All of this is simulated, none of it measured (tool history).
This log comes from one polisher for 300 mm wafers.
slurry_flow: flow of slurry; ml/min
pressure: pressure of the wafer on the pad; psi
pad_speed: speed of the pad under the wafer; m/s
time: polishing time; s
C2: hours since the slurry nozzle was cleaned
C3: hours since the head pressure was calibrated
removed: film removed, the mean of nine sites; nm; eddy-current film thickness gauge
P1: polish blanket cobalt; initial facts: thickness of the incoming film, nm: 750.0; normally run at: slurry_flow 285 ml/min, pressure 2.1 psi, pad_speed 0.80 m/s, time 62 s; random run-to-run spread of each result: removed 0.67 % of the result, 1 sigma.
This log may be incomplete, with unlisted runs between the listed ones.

Run 1, day 0.350: slurry_flow 285 ml/min, pressure 2.1 psi, pad_speed 0.80 m/s, time 62 s; wafers polished on this pad 491; C2 244.3; C3 121.1. Result: removed 313.44 nm.
Run 2, day 0.625: slurry_flow 195 ml/min, pressure 2.1 psi, pad_speed 1.06 m/s, time 62 s; wafers polished on this pad 564; C2 250.9; C3 127.7. Result: removed 399.50 nm.
Run 3, day 0.929: slurry_flow 285 ml/min, pressure 2.1 psi, pad_speed 0.80 m/s, time 62 s; wafers polished on this pad 645; C2 258.2; C3 135.0. Result: removed 311.19 nm.
Run 4, day 1.288: slurry_flow 285 ml/min, pressure 2.1 psi, pad_speed 0.80 m/s, time 62 s; wafers polished on this pad 740; C2 266.8; C3 143.6. Result: removed 311.57 nm.
Run 5, day 1.679: slurry_flow 285 ml/min, pressure 3.0 psi, pad_speed 0.80 m/s, time 62 s; wafers polished on this pad 844; C2 276.2; C3 153.0. Result: removed 450.47 nm.
Run 6, day 2.121: slurry_flow 285 ml/min, pressure 2.1 psi, pad_speed 0.80 m/s, time 99 s; wafers polished on this pad 961; C2 286.8; C3 163.6. Result: removed 496.36 nm.
Run 7, day 2.342: slurry_flow 195 ml/min, pressure 3.1 psi, pad_speed 0.80 m/s, time 62 s; wafers polished on this pad 1020; C2 292.1; C3 168.9. Result: removed 447.18 nm.
Run 8, day 2.667: slurry_flow 285 ml/min, pressure 2.1 psi, pad_speed 0.80 m/s, time 62 s; wafers polished on this pad 1106; C2 299.9; C3 176.7. Result: removed 311.88 nm.
Run 9, day 3.083: slurry_flow 285 ml/min, pressure 1.1 psi, pad_speed 0.80 m/s, time 62 s; wafers polished on this pad 1216; C2 309.9; C3 186.7. Result: removed 166.86 nm.
At day 3.196: head pressure recalibrated.
Run 10, day 3.367: slurry_flow 285 ml/min, pressure 2.1 psi, pad_speed 0.80 m/s, time 62 s; wafers polished on this pad 1292; C2 316.7; C3 4.1. Result: removed 310.96 nm.
Run 11, day 3.717: slurry_flow 420 ml/min, pressure 2.1 psi, pad_speed 0.80 m/s, time 62 s; wafers polished on this pad 1384; C2 325.1; C3 12.5. Result: removed 318.79 nm.
Run 12, day 4.121: slurry_flow 285 ml/min, pressure 2.1 psi, pad_speed 0.80 m/s, time 42 s; wafers polished on this pad 1492; C2 334.8; C3 22.2. Result: removed 210.45 nm.
Run 13, day 4.517: slurry_flow 170 ml/min, pressure 2.1 psi, pad_speed 0.80 m/s, time 62 s; wafers polished on this pad 1597; C2 344.3; C3 31.7. Result: removed 292.64 nm.
Run 14, day 5.000: slurry_flow 285 ml/min, pressure 2.1 psi, pad_speed 0.58 m/s, time 62 s; wafers polished on this pad 1725; C2 355.9; C3 43.3. Result: removed 226.87 nm.
Run 15, day 5.454: slurry_flow 285 ml/min, pressure 2.1 psi, pad_speed 1.16 m/s, time 62 s; wafers polished on this pad 1845; C2 366.8; C3 54.2. Result: removed 457.23 nm.
At day 5.650: slurry nozzle cleaned.
Run 16, day 5.846: slurry_flow 285 ml/min, pressure 2.6 psi, pad_speed 0.80 m/s, time 28 s; wafers polished on this pad 1949; C2 4.8; C3 63.6. Result: removed 175.47 nm.
Run 17, day 6.146: slurry_flow 285 ml/min, pressure 2.1 psi, pad_speed 0.80 m/s, time 62 s; wafers polished on this pad 2029; C2 12.0; C3 70.8. Result: removed 312.36 nm.
Run 18, day 6.550: slurry_flow 285 ml/min, pressure 2.1 psi, pad_speed 0.80 m/s, time 62 s; wafers polished on this pad 2136; C2 21.7; C3 80.5. Result: removed 309.71 nm.
Run 19, day 6.858: slurry_flow 285 ml/min, pressure 2.1 psi, pad_speed 0.80 m/s, time 62 s; wafers polished on this pad 2218; C2 29.1; C3 87.9. Result: removed 309.07 nm.
Run 20, day 7.233: slurry_flow 285 ml/min, pressure 2.1 psi, pad_speed 0.80 m/s, time 62 s; wafers polished on this pad 2317; C2 38.1; C3 96.9. Result: removed 305.38 nm.
Run 21, day 7.608: slurry_flow 285 ml/min, pressure 2.1 psi, pad_speed 0.80 m/s, time 62 s; wafers polished on this pad 2417; C2 47.1; C3 105.9. Result: removed 304.30 nm.
Run 22, day 8.004: slurry_flow 285 ml/min, pressure 2.1 psi, pad_speed 0.80 m/s, time 62 s; wafers polished on this pad 2522; C2 56.6; C3 115.4. Result: removed 304.44 nm.
At day 8.017: worn pad replaced by a new one.
Run 23, day 8.304: slurry_flow 285 ml/min, pressure 2.1 psi, pad_speed 0.80 m/s, time 62 s; wafers polished on this pad 76; C2 63.8; C3 122.6. Result: removed 303.27 nm.
Run 24, day 8.538: slurry_flow 285 ml/min, pressure 2.1 psi, pad_speed 0.80 m/s, time 62 s; wafers polished on this pad 138; C2 69.4; C3 128.2. Result: removed 299.02 nm.
Run 25, day 8.996: slurry_flow 285 ml/min, pressure 2.1 psi, pad_speed 0.80 m/s, time 62 s; wafers polished on this pad 260; C2 80.4; C3 139.2. Result: removed 301.19 nm.
Run 26, day 9.246: slurry_flow 285 ml/min, pressure 2.1 psi, pad_speed 0.80 m/s, time 62 s; wafers polished on this pad 326; C2 86.4; C3 145.2. Result: removed 299.62 nm.
Run 27, day 9.492: slurry_flow 285 ml/min, pressure 2.1 psi, pad_speed 0.80 m/s, time 62 s; wafers polished on this pad 391; C2 92.3; C3 151.1. Result: removed 300.83 nm.
Run 28, day 9.908: slurry_flow 285 ml/min, pressure 2.1 psi, pad_speed 0.80 m/s, time 62 s; wafers polished on this pad 502; C2 102.3; C3 161.1. Result: removed 300.21 nm.

P1 has crept away from where it was. The log is fitted equally well by each of these 2 causes, at the sizes shown:
A: head's pressure below its setpoint, % = 4.22
B: slurry flow missing at the pad, % = 31.7
The drift started at roughly day 6.858.
Each remaining cause and why it is not a fit:
removal rate lost through wear of the pad, %: was serviced at day 8.017, once the creep was under way, yet the earlier output never came back

Of the 4 check runs below, each run on 5 wafers with the results averaged and each result still a question mark, which one would tell the listed causes apart?
Run check 1, day 10.325: slurry_flow 285 ml/min, pressure 2.1 psi, pad_speed 0.64 m/s, time 44 s. Result: removed ?.
Run check 2, day 10.325: slurry_flow 285 ml/min, pressure 1.7 psi, pad_speed 0.80 m/s, time 62 s. Result: removed ?.
Run check 3, day 10.325: slurry_flow 170 ml/min, pressure 2.1 psi, pad_speed 0.80 m/s, time 62 s. Result: removed ?.
Run check 4, day 10.325: slurry_flow 285 ml/min, pressure 2.8 psi, pad_speed 0.80 m/s, time 89 s. Result: removed ?.

Outcome of each check run for each possible cause:
  check   result    if A    if B
check 1  removed  169.87  169.87
check 2  removed  242.21  242.22
check 3  removed  281.07  273.67
check 4  removed  572.66  572.68
Minimum pairwise separation of causes per check, each pair taken at its best-separating result: check 1 0 %; check 2 0 %; check 3 2.67 %; check 4 0 %
The other checks would show nearly matching results whichever cause is true, so check 3 is the only one that separates the causes.

The results of check 3 are: removed 279.79 nm. Based on these, which of the listed causes is it?

It was cause A: head's pressure below its setpoint, %.
